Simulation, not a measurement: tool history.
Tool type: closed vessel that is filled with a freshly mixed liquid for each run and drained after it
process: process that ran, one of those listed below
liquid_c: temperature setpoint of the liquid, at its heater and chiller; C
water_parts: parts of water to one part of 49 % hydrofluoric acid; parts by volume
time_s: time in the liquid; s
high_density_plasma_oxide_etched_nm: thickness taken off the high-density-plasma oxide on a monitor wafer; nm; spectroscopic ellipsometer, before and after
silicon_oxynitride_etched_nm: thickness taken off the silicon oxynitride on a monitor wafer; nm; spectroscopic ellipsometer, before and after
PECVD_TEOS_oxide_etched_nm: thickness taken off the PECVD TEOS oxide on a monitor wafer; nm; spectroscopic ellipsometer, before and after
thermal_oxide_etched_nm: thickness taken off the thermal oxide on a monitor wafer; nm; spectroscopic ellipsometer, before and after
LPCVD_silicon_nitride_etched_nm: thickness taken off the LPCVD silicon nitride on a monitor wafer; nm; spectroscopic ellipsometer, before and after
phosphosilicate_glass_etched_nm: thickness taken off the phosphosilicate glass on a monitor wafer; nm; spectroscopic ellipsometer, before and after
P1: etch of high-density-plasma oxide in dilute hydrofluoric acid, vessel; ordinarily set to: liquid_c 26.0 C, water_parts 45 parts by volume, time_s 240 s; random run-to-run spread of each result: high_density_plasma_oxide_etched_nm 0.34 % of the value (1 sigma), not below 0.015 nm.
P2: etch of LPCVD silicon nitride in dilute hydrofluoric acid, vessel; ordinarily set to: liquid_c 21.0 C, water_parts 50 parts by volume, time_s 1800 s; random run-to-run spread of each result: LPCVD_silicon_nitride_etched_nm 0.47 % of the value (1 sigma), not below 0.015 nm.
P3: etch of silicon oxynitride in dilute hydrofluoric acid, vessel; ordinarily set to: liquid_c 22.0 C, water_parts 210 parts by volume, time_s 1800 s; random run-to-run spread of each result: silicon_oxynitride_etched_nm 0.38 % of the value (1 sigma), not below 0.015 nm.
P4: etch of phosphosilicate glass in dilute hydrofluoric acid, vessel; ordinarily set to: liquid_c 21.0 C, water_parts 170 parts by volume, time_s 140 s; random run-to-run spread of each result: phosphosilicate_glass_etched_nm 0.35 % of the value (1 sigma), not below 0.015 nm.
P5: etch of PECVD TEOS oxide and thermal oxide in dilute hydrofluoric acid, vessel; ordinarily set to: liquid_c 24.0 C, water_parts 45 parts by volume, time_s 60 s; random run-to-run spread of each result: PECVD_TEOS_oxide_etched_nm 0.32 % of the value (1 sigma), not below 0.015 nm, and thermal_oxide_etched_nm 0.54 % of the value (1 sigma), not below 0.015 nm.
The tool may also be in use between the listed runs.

run,day,process,liquid_c,water_parts,time_s,hours since the thermometer was replaced,hours since the hydrofluoric acid flow meter was replaced,high_density_plasma_oxide_etched_nm,silicon_oxynitride_etched_nm,PECVD_TEOS_oxide_etched_nm,thermal_oxide_etched_nm,LPCVD_silicon_nitride_etched_nm,phosphosilicate_glass_etched_nm
1,0.142,P1,26.0,45,240,1412.4,789.7,32.9670,,,,,
2,0.371,P1,26.0,70,105,1417.9,795.2,8.9673,,,,,
3,0.529,P3,22.0,210,850,1421.7,799.0,,4.7598,,,,
4,0.783,P5,31.5,45,60,1427.8,805.1,,,38.469,9.2726,,
5,1.012,P1,19.0,45,240,1433.3,810.6,24.6620,,,,,
6,1.258,P1,26.0,70,50,1439.2,816.5,4.2549,,,,,
7,1.458,P2,27.5,50,1800,1444.0,821.3,,,,,21.8600,
8,1.712,P2,21.0,25,1800,1450.1,827.4,,,,,27.4840,
9,1.921,P2,21.0,50,1800,1455.1,832.4,,,,,13.9190,
10,2.196,P1,26.0,45,30,1461.7,839.0,4.0847,,,,,
11,2.354,P1,26.0,45,240,1465.5,842.8,33.0300,,,,,
12,2.550,P5,24.0,20,60,1470.2,847.5,,,65.594,16.0620,,
13,2.742,P4,17.0,170,140,1474.8,852.1,,,,,,39.4520
14,2.921,P4,21.0,170,30,1479.1,856.4,,,,,,9.9433
15,3.042,P4,21.0,170,140,1482.0,859.3,,,,,,46.2500
16,3.225,P2,21.0,50,1800,1486.4,863.7,,,,,14.0500,
17,3.388,P5,24.0,45,60,1490.3,867.6,,,28.341,6.9116,,
18,3.642,P2,21.0,50,980,1496.4,873.7,,,,,7.6219,
19,3.804,P3,22.0,40,1800,1500.3,877.6,,60.6520,,,,
20,3.938,P3,22.0,210,1800,1503.5,880.8,,10.1130,,,,
21,4.212,P1,26.0,45,240,1510.1,887.4,33.0430,,,,,
22,4.433,P4,21.0,170,140,1515.4,892.7,,,,,,46.0450
23,4.692,P1,26.0,75,240,1521.6,898.9,18.9190,,,,,
24,4.854,P1,32.0,45,240,1525.5,902.8,41.9390,,,,,
25,5.008,P1,26.0,45,240,1529.2,906.5,32.8240,,,,,
26,5.233,P5,24.0,45,30,1534.6,911.9,,,14.153,3.4564,,
27,5.433,P3,17.0,210,1800,1539.4,916.7,,7.9744,,,,
28,5.646,P1,26.0,45,240,1544.5,921.8,32.9190,,,,,
29,5.900,P1,26.0,45,470,1550.6,927.9,64.8410,,,,,
30,6.025,P5,24.0,45,60,1553.6,930.9,,,28.292,6.9521,,
31,6.158,P1,26.0,20,240,1556.8,934.1,76.9530,,,,,
32,6.362,P4,21.0,50,140,1561.7,939.0,,,,,,180.0400
33,6.546,P1,26.0,45,240,1566.1,943.4,32.9000,,,,,
34,6.821,P1,26.0,45,240,1572.7,950.0,33.1280,,,,,
35,6.988,P1,26.0,45,240,1576.7,954.0,33.6280,,,,,
36,7.221,P1,26.0,45,240,1582.3,959.6,34.3500,,,,,
37,7.429,P1,26.0,45,240,1587.3,964.6,34.7820,,,,,
38,7.679,P1,26.0,45,240,1593.3,970.6,34.5510,,,,,
39,7.879,P1,26.0,45,240,1598.1,975.4,34.9420,,,,,
40,8.100,P1,26.0,45,240,1603.4,980.7,34.8700,,,,,

What P1 gives has crept away from where it was. These 2 causes fit the log equally well, each at the size given:
A: hydrofluoric acid flow above the setpoint (%) = 5.67
B: liquid hotter than its thermometer reads (K) = 1.45
Onset of the creep was near day 6.821.

4 check runs are offered, one wafer each, their results left as question marks. Which one tells the causes apart?
check 1,8.321,P3,17.0,210,1800,,,,?,,,,
check 2,8.321,P4,17.0,170,40,,,,,,,,?
check 3,8.321,P5,30.0,35,60,,,,,?,?,,
check 4,8.321,P2,27.0,50,1800,,,,,,,?,

What each check would give under each cause:
check,result,if A,if B
check 1,silicon_oxynitride_etched_nm,8.5219,8.5805
check 2,phosphosilicate_glass_etched_nm,11.9840,11.9190
check 3,PECVD_TEOS_oxide_etched_nm,49.948,49.911
check 3,thermal_oxide_etched_nm,12.2210,12.2120
check 4,LPCVD_silicon_nitride_etched_nm,22.1670,23.0940
How far apart the two closest causes lie, in the result that separates them most: check 1 0.69 %; check 2 0.55 %; check 3 0.07 %; check 4 4.09 %
Of the check runs offered, only check 4 discriminates between the causes; the rest would read about the same regardless of which cause applies.

Running check 4 produced the following: LPCVD_silicon_nitride_etched_nm 22.2480 nm. Which one of the listed causes fits?

The cause is A: hydrofluoric acid flow above the setpoint (%).
